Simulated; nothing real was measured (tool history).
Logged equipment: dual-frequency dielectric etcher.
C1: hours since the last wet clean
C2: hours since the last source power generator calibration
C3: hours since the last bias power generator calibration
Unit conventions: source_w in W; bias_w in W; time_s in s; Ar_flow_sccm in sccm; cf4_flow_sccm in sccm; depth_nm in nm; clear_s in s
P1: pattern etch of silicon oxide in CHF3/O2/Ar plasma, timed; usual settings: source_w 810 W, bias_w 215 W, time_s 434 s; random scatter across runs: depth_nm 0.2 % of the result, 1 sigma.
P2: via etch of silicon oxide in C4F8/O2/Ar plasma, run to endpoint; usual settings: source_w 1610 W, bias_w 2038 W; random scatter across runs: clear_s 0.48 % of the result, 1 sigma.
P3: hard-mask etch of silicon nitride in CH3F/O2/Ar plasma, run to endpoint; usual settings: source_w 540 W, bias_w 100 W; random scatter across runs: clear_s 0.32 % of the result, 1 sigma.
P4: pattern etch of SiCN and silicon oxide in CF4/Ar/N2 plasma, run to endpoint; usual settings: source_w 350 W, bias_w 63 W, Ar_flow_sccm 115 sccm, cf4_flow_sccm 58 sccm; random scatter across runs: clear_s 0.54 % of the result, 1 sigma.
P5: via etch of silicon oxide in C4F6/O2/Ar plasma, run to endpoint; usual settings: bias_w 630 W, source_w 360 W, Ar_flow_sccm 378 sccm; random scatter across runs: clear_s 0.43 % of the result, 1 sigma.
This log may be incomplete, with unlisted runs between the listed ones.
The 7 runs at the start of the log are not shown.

Run 8, hour 25.2: process P5, source_w 360 W, bias_w 630 W, Ar_flow_sccm 378 sccm; C1 71.4; C2 1995.5; C3 393.8. Result: clear_s 30.27 s.
Run 9, hour 29.5: process P3, source_w 540 W, bias_w 100 W; C1 75.7; C2 1999.8; C3 398.1. Result: clear_s 62.676 s.
Run 10, hour 34: process P1, source_w 810 W, bias_w 268 W, time_s 434 s; C1 80.2; C2 2004.3; C3 402.6. Result: depth_nm 1071.6 nm.
Run 11, hour 38: process P1, source_w 810 W, bias_w 215 W, time_s 286.5 s; C1 84.2; C2 2008.3; C3 406.6. Result: depth_nm 657.41 nm.
Run 12, hour 40.6: process P4, source_w 350 W, bias_w 63 W, Ar_flow_sccm 115 sccm, cf4_flow_sccm 79 sccm; C1 86.8; C2 2010.9; C3 409.2. Result: clear_s 22.063 s.
Run 13, hour 43.2: process P1, source_w 810 W, bias_w 215 W, time_s 434 s; C1 89.4; C2 2013.5; C3 411.8. Result: depth_nm 989.74 nm.
Run 14, hour 45.5: process P5, source_w 230 W, bias_w 630 W, Ar_flow_sccm 378 sccm; C1 91.7; C2 2015.8; C3 414.1. Result: clear_s 35.573 s.
Run 15, hour 48.1: process P1, source_w 970 W, bias_w 215 W, time_s 434 s; C1 94.3; C2 2018.4; C3 416.7. Result: depth_nm 1058.9 nm.
Run 16, hour 52.6: process P3, source_w 540 W, bias_w 59 W; C1 98.8; C2 2022.9; C3 421.2. Result: clear_s 74.46 s.
Run 17, hour 56.3: process P3, source_w 350 W, bias_w 100 W; C1 102.5; C2 2026.6; C3 424.9. Result: clear_s 73.27 s.
Run 18, hour 58.8: process P4, source_w 350 W, bias_w 63 W, Ar_flow_sccm 115 sccm, cf4_flow_sccm 58 sccm; C1 105; C2 2029.1; C3 427.4. Result: clear_s 22.98 s.
Run 19, hour 62.1: process P4, source_w 350 W, bias_w 63 W, Ar_flow_sccm 76 sccm, cf4_flow_sccm 58 sccm; C1 108.3; C2 2032.4; C3 430.7. Result: clear_s 21.583 s.
Run 20, hour 65.5: process P5, source_w 360 W, bias_w 438 W, Ar_flow_sccm 378 sccm; C1 111.7; C2 2035.8; C3 434.1. Result: clear_s 34.542 s.
Run 21, hour 67.6: process P1, source_w 810 W, bias_w 215 W, time_s 434 s; C1 113.8; C2 2037.9; C3 436.2. Result: depth_nm 990.98 nm.
Run 22, hour 70.6: process P1, source_w 810 W, bias_w 215 W, time_s 434 s; C1 116.8; C2 2040.9; C3 439.2. Result: depth_nm 989.72 nm.

Forecast run 23:
Run 23, hour 73.8: process P5, source_w 360 W, bias_w 630 W, Ar_flow_sccm 227 sccm; C1 120; C2 2044.1; C3 442.4. Result: clear_s ?.

Run 23 yielded clear_s 28.562 s.
